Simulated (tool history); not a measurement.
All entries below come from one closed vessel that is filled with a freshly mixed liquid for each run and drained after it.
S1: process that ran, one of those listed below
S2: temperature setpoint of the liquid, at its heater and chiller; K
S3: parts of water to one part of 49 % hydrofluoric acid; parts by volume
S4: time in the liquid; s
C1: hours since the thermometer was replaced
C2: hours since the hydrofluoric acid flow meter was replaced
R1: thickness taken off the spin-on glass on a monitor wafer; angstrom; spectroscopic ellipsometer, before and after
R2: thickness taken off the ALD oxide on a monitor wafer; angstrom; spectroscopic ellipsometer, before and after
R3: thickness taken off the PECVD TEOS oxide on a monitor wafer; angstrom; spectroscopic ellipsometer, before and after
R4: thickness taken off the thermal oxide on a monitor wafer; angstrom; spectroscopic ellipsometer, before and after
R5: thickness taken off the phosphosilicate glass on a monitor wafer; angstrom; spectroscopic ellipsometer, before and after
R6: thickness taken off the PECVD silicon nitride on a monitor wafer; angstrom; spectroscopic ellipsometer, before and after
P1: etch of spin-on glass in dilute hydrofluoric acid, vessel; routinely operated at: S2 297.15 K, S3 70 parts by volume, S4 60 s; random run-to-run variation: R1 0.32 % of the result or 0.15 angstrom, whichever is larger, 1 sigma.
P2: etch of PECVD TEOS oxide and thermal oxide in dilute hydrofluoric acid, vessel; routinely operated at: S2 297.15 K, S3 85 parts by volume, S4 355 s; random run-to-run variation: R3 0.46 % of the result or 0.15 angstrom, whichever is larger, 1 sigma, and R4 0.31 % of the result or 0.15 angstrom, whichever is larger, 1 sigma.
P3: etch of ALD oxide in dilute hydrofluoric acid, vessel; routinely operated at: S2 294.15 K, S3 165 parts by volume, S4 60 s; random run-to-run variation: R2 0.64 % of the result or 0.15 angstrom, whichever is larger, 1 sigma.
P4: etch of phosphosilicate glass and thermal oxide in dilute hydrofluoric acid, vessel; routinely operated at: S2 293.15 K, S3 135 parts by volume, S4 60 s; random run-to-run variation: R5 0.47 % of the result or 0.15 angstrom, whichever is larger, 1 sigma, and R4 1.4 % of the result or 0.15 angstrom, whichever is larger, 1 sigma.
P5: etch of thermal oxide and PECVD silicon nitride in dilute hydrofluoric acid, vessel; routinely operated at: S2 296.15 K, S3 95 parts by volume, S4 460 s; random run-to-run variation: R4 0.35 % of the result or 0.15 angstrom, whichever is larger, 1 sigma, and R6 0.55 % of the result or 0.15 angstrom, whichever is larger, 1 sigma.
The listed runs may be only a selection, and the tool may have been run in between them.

run 1 hour=8.2 | S1=P1 S2=297.15 S3=70 S4=60 | C1=2189.4 C2=683.1 | R1=349.64
run 2 hour=14.1 | S1=P3 S2=294.15 S3=240 S4=60 | C1=2195.3 C2=689 | R2=26.237
run 3 hour=21.6 | S1=P3 S2=294.15 S3=165 S4=30 | C1=2202.8 C2=696.5 | R2=21.086
run 4 hour=29.4 | S1=P2 S2=297.15 S3=85 S4=535 | C1=2210.6 C2=704.3 | R3=874.83 R4=310.43
run 5 hour=34.5 | S1=P4 S2=290.15 S3=135 S4=60 | C1=2215.7 C2=709.4 | R4=15.036 R5=312.69
run 6 hour=39.1 | S1=P3 S2=294.15 S3=165 S4=60 | C1=2220.3 C2=714 | R2=41.849
run 7 hour=44.4 | S1=P4 S2=293.15 S3=135 S4=60 | C1=2225.6 C2=719.3 | R4=16.936 R5=354.38
-- hour=47.1 hydrofluoric acid flow meter replaced
run 8 hour=52.1 | S1=P1 S2=290.15 S3=70 S4=60 | C1=2233.3 C2=5.1 | R1=262.19
run 9 hour=57.5 | S1=P4 S2=293.15 S3=45 S4=60 | C1=2238.7 C2=10.5 | R4=57.803 R5=1176.7
run 10 hour=61.3 | S1=P1 S2=297.15 S3=70 S4=60 | C1=2242.5 C2=14.3 | R1=349.71
run 11 hour=69.8 | S1=P5 S2=302.15 S3=95 S4=460 | C1=2251 C2=22.8 | R4=287.59 R6=240.88
run 12 hour=73.5 | S1=P1 S2=297.15 S3=70 S4=60 | C1=2254.7 C2=26.5 | R1=351.41
run 13 hour=79.8 | S1=P5 S2=296.15 S3=25 S4=460 | C1=2261 C2=32.8 | R4=934.89 R6=603.8
run 14 hour=87.4 | S1=P4 S2=293.15 S3=135 S4=30 | C1=2268.6 C2=40.4 | R4=8.6937 R5=176.99
run 15 hour=94.9 | S1=P2 S2=297.15 S3=85 S4=355 | C1=2276.1 C2=47.9 | R3=578.08 R4=206.22
run 16 hour=103 | S1=P1 S2=297.15 S3=125 S4=60 | C1=2284.2 C2=56 | R1=184.39
run 17 hour=107.2 | S1=P1 S2=290.15 S3=115 S4=60 | C1=2288.4 C2=60.2 | R1=151.81
run 18 hour=115 | S1=P5 S2=296.15 S3=95 S4=460 | C1=2296.2 C2=68 | R4=225.84 R6=161.69
run 19 hour=122.6 | S1=P5 S2=296.15 S3=95 S4=460 | C1=2303.8 C2=75.6 | R4=225.75 R6=163.24
run 20 hour=129.4 | S1=P1 S2=300.65 S3=70 S4=95 | C1=2310.6 C2=82.4 | R1=638.15
run 21 hour=134.4 | S1=P2 S2=297.15 S3=145 S4=355 | C1=2315.6 C2=87.4 | R3=313.41 R4=111.59
run 22 hour=139.6 | S1=P2 S2=297.15 S3=85 S4=355 | C1=2320.8 C2=92.6 | R3=577.15 R4=206.42
run 23 hour=144.4 | S1=P1 S2=297.15 S3=70 S4=110 | C1=2325.6 C2=97.4 | R1=643.3
run 24 hour=151.2 | S1=P1 S2=300.65 S3=70 S4=30 | C1=2332.4 C2=104.2 | R1=201.7
run 25 hour=159.2 | S1=P5 S2=296.15 S3=95 S4=760 | C1=2340.4 C2=112.2 | R4=375.84 R6=268.74
run 26 hour=166 | S1=P1 S2=297.15 S3=40 S4=60 | C1=2347.2 C2=119 | R1=637.09
run 27 hour=172.1 | S1=P4 S2=293.15 S3=135 S4=60 | C1=2353.3 C2=125.1 | R4=16.926 R5=352.92
run 28 hour=179.9 | S1=P2 S2=302.15 S3=85 S4=355 | C1=2361.1 C2=132.9 | R3=702.33 R4=250.26
run 29 hour=186.7 | S1=P1 S2=297.15 S3=70 S4=60 | C1=2367.9 C2=139.7 | R1=351.81
run 30 hour=190.8 | S1=P1 S2=297.15 S3=70 S4=60 | C1=2372 C2=143.8 | R1=351.69
run 31 hour=197.2 | S1=P3 S2=290.15 S3=165 S4=60 | C1=2378.4 C2=150.2 | R2=35.675
run 32 hour=202.8 | S1=P1 S2=304.15 S3=70 S4=60 | C1=2384 C2=155.8 | R1=460.66
run 33 hour=210.4 | S1=P1 S2=297.15 S3=70 S4=30 | C1=2391.6 C2=163.4 | R1=175.99
run 34 hour=215.1 | S1=P1 S2=297.15 S3=70 S4=60 | C1=2396.3 C2=168.1 | R1=352.12
run 35 hour=220.6 | S1=P1 S2=297.15 S3=70 S4=60 | C1=2401.8 C2=173.6 | R1=359.15
run 36 hour=226.4 | S1=P1 S2=297.15 S3=70 S4=60 | C1=2407.6 C2=179.4 | R1=366.36
run 37 hour=233.5 | S1=P1 S2=297.15 S3=70 S4=60 | C1=2414.7 C2=186.5 | R1=372.99
run 38 hour=241.4 | S1=P1 S2=297.15 S3=70 S4=60 | C1=2422.6 C2=194.4 | R1=379.44
run 39 hour=248.6 | S1=P1 S2=297.15 S3=70 S4=60 | C1=2429.8 C2=201.6 | R1=380.39
run 40 hour=252.9 | S1=P1 S2=297.15 S3=70 S4=60 | C1=2434.1 C2=205.9 | R1=381.29
run 41 hour=257 | S1=P1 S2=297.15 S3=70 S4=60 | C1=2438.2 C2=210 | R1=381.05
run 42 hour=263.8 | S1=P1 S2=297.15 S3=70 S4=60 | C1=2445 C2=216.8 | R1=383.4
run 43 hour=269 | S1=P1 S2=297.15 S3=70 S4=60 | C1=2450.2 C2=222 | R1=383.84
run 44 hour=275.8 | S1=P1 S2=297.15 S3=70 S4=60 | C1=2457 C2=228.8 | R1=384.73
run 45 hour=282.5 | S1=P1 S2=297.15 S3=70 S4=60 | C1=2463.7 C2=235.5 | R1=385.06

The log shows P1 creeping away from where it was. Any of the 2 causes listed here, at the size stated for it, fits the log just as well as the others:
A: hydrofluoric acid flow above the setpoint (%) = 8.94
B: liquid hotter than its thermometer reads (K) = 2.32
The process output started creeping at around hour 215.1.

Below are 4 check runs, each on a single wafer, with their results shown as question marks. Which of them would tell the listed causes apart, meaning the causes would give clearly different results under it?
run check 1 hour=289.2 | S1=P4 S2=293.15 S3=135 S4=60 | R4=? R5=?
run check 2 hour=289.2 | S1=P5 S2=296.15 S3=95 S4=460 | R4=? R6=?
run check 3 hour=289.2 | S1=P2 S2=297.15 S3=85 S4=355 | R3=? R4=?
run check 4 hour=289.2 | S1=P3 S2=294.15 S3=165 S4=60 | R2=?

Predicted outcomes, by check and by cause:
check=check_1 result=R4 if_A=19.009 if_B=18.907
check=check_1 result=R5 if_A=391.26 if_B=389.18
check=check_2 result=R4 if_A=248.72 if_B=247.97
check=check_2 result=R6 if_A=176.97 if_B=189.56
check=check_3 result=R3 if_A=636.27 if_B=634.67
check=check_3 result=R4 if_A=225.99 if_B=225.42
check=check_4 result=R2 if_A=46.327 if_B=45.846
Minimum pairwise separation of causes per check, each pair taken at its best-separating result: check 1 0.53 %; check 2 6.88 %; check 3 0.25 %; check 4 1.04 %
The other checks would show nearly matching results whichever cause is true, so check 2 is the only one that separates the causes.

With check 2 done, the readings were: R4 245.97 angstrom; R6 188.29 angstrom. Identify which of the listed causes applies.

Of the candidate causes, it is B: liquid hotter than its thermometer reads (K).

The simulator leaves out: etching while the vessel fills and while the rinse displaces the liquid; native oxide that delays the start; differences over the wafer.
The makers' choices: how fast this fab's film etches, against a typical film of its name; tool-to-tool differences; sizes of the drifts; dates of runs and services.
